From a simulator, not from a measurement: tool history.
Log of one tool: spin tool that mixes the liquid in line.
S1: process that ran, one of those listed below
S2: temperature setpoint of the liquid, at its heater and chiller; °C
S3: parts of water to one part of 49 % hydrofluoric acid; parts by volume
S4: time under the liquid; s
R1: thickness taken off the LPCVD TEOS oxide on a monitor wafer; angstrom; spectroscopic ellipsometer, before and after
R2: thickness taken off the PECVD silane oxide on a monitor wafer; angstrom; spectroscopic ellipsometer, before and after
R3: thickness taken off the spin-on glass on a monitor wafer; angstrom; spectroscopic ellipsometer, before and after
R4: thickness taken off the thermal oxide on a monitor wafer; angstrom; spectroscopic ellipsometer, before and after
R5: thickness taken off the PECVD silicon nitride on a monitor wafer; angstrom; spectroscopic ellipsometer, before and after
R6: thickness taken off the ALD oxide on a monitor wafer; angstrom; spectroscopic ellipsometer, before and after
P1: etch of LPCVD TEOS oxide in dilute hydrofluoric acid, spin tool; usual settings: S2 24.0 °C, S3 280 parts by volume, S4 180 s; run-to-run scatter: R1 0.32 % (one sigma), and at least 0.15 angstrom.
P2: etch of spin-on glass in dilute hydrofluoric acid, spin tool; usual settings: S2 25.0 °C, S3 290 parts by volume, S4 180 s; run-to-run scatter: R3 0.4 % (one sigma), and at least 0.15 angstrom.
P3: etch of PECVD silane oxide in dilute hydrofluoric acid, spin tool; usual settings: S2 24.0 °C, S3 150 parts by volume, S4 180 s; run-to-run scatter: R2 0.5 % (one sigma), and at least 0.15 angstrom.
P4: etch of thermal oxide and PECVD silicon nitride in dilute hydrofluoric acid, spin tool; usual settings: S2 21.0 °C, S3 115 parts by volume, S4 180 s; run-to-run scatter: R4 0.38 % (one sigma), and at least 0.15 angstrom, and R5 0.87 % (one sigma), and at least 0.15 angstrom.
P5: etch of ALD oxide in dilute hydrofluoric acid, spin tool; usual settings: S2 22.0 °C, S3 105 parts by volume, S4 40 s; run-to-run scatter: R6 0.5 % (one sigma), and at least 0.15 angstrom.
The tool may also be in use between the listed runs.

run   hour  S1    S2   S3   S4       R1      R2      R3       R4      R5      R6
  1    7.7  P1  24.0  280  180  170.540
  2   16.1  P1  24.0  280  180  171.570
  3   22.1  P1  24.0  150  180  365.970
  4   33.6  P3  24.0  150  180           287.40
  5   40.2  P2  25.0  475  180                   135.39
  6   48.7  P2  25.0  290   80                   116.60
  7   58.9  P1  24.0  280  275  260.660
  8   69.0  P3  32.0  150  180           390.33
  9   74.1  P2  25.0  290  180                   262.73
      76.1  -- thermometer replaced
 10   81.6  P1  24.0  280  180  171.370
 11   87.7  P3  24.0   60  180           806.96
 12   96.6  P4  21.0  210  180                            31.740  17.275
 13  102.8  P1  24.0  280   15   14.308
 14  111.2  P3  24.0  150  180           286.99
 15  121.5  P4  21.0  115  180                            63.380  31.867
 16  132.5  P5  30.0  105   40                                            91.616
 17  141.7  P2  32.5  290  180                   333.65
 18  151.4  P1  24.0  380  180  113.850
 19  158.9  P1  24.0  280  180  170.350
 20  169.5  P3  24.0  150  340           545.74
 21  181.0  P5  22.0  170   40                                            38.965
 22  188.0  P2  25.0  290  180                   262.52
 23  193.0  P1  27.5  280  180  192.820
 24  204.3  P4  21.0  115  290                           103.470  50.850
 25  213.9  P5  22.0  105   40                                            67.282
     216.8  -- hydrofluoric acid flow meter replaced
 26  221.9  P1  20.0  280  180  148.750
 27  227.6  P1  17.0  190  180  210.890
 28  232.8  P5  22.0  105   15                                            24.662
 29  240.4  P4  21.0  115  180                            63.972  31.075
 30  248.3  P1  24.0  280  180  170.210
 31  258.1  P4  17.0  115  180                            54.130  23.934
 32  264.0  P1  24.0  280  180  170.420
 33  273.4  P1  24.0  280  180  176.060
 34  281.8  P1  24.0  280  180  179.570
 35  288.0  P1  24.0  280  180  180.410
 36  296.9  P1  24.0  280  180  181.330
 37  302.6  P1  24.0  280  180  182.880
 38  309.0  P1  24.0  280  180  181.650
 39  318.7  P1  24.0  280  180  182.310
 40  325.0  P1  24.0  280  180  182.810

What P1 gives has crept away from where it was. These 2 causes fit the log equally well, each at the size given:
A: liquid hotter than its thermometer reads (K) = 1.94
B: hydrofluoric acid flow above the setpoint (%) = 5.42
The creep began at about hour 264.0.

4 check runs are offered, one wafer each, their results left as question marks. Which one tells the causes apart?
check 1  331.3  P3  31.0  150  270       ?
check 2  331.3  P4  21.0  190  260               ?   ?
check 3  331.3  P5  27.0  105   15                       ?
check 4  331.3  P2  31.5  290  180           ?

What each check would give under each cause:
  check  result    if A    if B
check 1      R2  600.60  597.51
check 2      R4  55.544  54.935
check 2      R5  31.286  29.057
check 3      R6  33.084  32.627
check 4      R3  345.56  348.69
How far apart the two closest causes lie, in the result that separates them most: check 1 0.52 %; check 2 7.39 %; check 3 1.39 %; check 4 0.9 %
Check 2 tells the causes apart: in the others they would give nearly the same result.

Then check 2 was run and gave: R4 54.938 angstrom; R5 29.465 angstrom. Which cause is it?

It is B: hydrofluoric acid flow above the setpoint (%).
